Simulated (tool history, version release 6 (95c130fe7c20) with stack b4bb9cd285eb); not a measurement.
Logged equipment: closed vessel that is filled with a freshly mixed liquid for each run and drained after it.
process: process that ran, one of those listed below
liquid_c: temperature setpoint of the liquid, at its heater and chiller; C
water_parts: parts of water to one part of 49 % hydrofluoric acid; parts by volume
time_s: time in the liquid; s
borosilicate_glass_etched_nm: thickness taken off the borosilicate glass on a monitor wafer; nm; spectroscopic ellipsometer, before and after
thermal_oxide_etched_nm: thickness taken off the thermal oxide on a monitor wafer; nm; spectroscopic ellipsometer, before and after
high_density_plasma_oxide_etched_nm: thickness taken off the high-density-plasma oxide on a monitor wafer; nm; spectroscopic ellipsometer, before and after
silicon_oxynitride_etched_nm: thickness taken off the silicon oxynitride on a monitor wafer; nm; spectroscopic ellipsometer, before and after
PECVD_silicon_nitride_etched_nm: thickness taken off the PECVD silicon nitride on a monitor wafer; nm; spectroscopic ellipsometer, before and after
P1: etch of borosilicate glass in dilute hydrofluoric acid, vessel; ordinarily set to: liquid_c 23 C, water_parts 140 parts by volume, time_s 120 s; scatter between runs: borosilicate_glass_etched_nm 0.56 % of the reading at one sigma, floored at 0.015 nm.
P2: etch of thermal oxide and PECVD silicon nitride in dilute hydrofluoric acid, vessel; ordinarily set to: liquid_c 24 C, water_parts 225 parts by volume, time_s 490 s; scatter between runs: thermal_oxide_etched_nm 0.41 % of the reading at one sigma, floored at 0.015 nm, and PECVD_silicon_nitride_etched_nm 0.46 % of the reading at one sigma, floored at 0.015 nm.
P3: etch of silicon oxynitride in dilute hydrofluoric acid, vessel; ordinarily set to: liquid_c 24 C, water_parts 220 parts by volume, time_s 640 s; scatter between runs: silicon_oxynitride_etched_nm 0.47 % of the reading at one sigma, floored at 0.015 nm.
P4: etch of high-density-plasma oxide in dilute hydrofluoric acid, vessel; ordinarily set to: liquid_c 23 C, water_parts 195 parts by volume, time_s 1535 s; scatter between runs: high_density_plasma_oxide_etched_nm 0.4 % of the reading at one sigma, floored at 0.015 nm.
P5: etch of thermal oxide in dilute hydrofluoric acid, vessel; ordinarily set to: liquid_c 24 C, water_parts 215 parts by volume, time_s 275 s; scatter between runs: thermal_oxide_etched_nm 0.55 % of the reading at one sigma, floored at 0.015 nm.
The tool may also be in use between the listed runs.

run   hour  process  liquid_c  water_parts  time_s  hours since the thermometer was replaced  hours since the hydrofluoric acid flow meter was replaced  borosilicate_glass_etched_nm  thermal_oxide_etched_nm  high_density_plasma_oxide_etched_nm  silicon_oxynitride_etched_nm  PECVD_silicon_nitride_etched_nm
  1   13.7       P1        23          140     120                                    1373.7                                                      529.2                        18.353
  2   21.1       P5        24          215     275                                    1381.1                                                      536.6                                                  5.145
  3   30.5       P5        24           85     275                                    1390.5                                                        546                                                 15.164
  4   43.5       P5        18          215     275                                    1403.5                                                        559                                                 4.0611
  5   57.9       P4        23           95    1535                                    1417.9                                                      573.4                                                                                       103.5
  6   67.3       P3        24          310     640                                    1427.3                                                      582.8                                                                                                                    2.8648
  7   77.4       P3        20          220     640                                    1437.4                                                      592.9                                                                                                                    3.6027
  8   92.6       P1        23          140     120                                    1452.6                                                      608.1                        18.402
  9  100.4       P4        23          195    1535                                    1460.4                                                      615.9                                                                                      45.025
 10  113.4       P1        23          140      40                                    1473.4                                                      628.9                         6.136
 11  121.1       P1        23           50     120                                    1481.1                                                      636.6                        57.712
 12  129.7       P5        24          215     405                                    1489.7                                                      645.2                                                 7.5422
 13  141.1       P1        23          140     200                                    1501.1                                                      656.6                        30.881
 14  154.1       P5        24          215     275                                    1514.1                                                      669.6                                                 5.1372
 15  169.6       P1        23          140     120                                    1529.6                                                      685.1                        18.491
 16  181.9       P1        23          140     120                                    1541.9                                                      697.4                        18.343
 17    191       P4        28          195    1535                                      1551                                                      706.5                                                                                      53.527
 18    199       P1        17          140     120                                      1559                                                      714.5                        14.529
 19    206       P2        24          225     490                                      1566                                                      721.5                                                 8.8955                                                                                              6.4443
 20  214.5       P2        24          225      70                                    1574.5                                                        730                                                 1.2938                                                                                              0.9123
 21  224.2       P4        23          195    2690                                    1584.2                                                      739.7                                                                                      79.232
 22  234.6       P1        23          225     120                                    1594.6                                                      750.1                        10.503
 23  246.7       P1        23          140     120                                    1606.7                                                      762.2                        18.566
 24  262.2       P1      19.5          140     230                                    1622.2                                                      777.7                        30.913
 25  271.3       P2        24          320     490                                    1631.3                                                      786.8                                                  5.717                                                                                               4.546
 26  285.8       P3        24          220     235                                    1645.8                                                      801.3                                                                                                                    1.5439
 27  298.4       P2        29          225     490                                    1658.4                                                      813.9                                                 10.637                                                                                              8.7457
 28  307.9       P1      30.5          140     120                                    1667.9                                                      823.4                        24.319
 29  316.7       P1        23          140     120                                    1676.7                                                      832.2                        18.483
 30  325.2       P1        17          140      55                                    1685.2                                                      840.7                        6.6928
 31  334.3       P3        24          220     640                                    1694.3                                                      849.8                                                                                                                    4.2358
 32  346.5       P1        23          140     120                                    1706.5                                                        862                        18.579
 33  353.8       P1        23          140     120                                    1713.8                                                      869.3                        19.038
 34  363.1       P1        23          140     120                                    1723.1                                                      878.6                        19.494
 35  376.8       P1        23          140     120                                    1736.8                                                      892.3                        20.208
 36    391       P1        23          140     120                                      1751                                                      906.5                        20.197
 37  399.6       P1        23          140     120                                    1759.6                                                      915.1                        20.178
 38  408.6       P1        23          140     120                                    1768.6                                                      924.1                        20.199

What P1 gives has crept away from where it was. These 2 causes fit the log equally well, each at the size given:
A: liquid hotter than its thermometer reads (K) = 2.41
B: hydrofluoric acid flow above the setpoint (%) = 8.34
The drift started at roughly hour 346.5.

Listed below are the offered check runs, one wafer per run, with question marks in place of results. For which of them would the causes give clearly different outcomes?
check 1  417.6       P3        24          220     640                                                                                                                                                                                                                              ?
check 2  417.6       P2        24          225     490                                                                                                                                                           ?                                                                                                   ?
check 3  417.6       P5        24          215     275                                                                                                                                                           ?
check 4  417.6       P4        23          195    1535                                                                                                                                                                                                ?

How each check would come out, cause by cause:
  check                               result    if A    if B
check 1         silicon_oxynitride_etched_nm  4.7733  4.7149
check 2              thermal_oxide_etched_nm  9.6934    9.81
check 2      PECVD_silicon_nitride_etched_nm  7.4929  6.9867
check 3              thermal_oxide_etched_nm  5.5826   5.643
check 4  high_density_plasma_oxide_etched_nm   49.21  49.553
Per check, the gap between the least separated pair of causes, taken in the result that splits them most: check 1 1.23 %; check 2 7 %; check 3 1.08 %; check 4 0.69 %
Check 2 distinguishes between the causes, while the remaining checks would return nearly the same result for all of them.

Then check 2 was run and gave: thermal_oxide_etched_nm 9.8217 nm; PECVD_silicon_nitride_etched_nm 6.9402 nm. Which cause is it?

It is B: hydrofluoric acid flow above the setpoint (%).

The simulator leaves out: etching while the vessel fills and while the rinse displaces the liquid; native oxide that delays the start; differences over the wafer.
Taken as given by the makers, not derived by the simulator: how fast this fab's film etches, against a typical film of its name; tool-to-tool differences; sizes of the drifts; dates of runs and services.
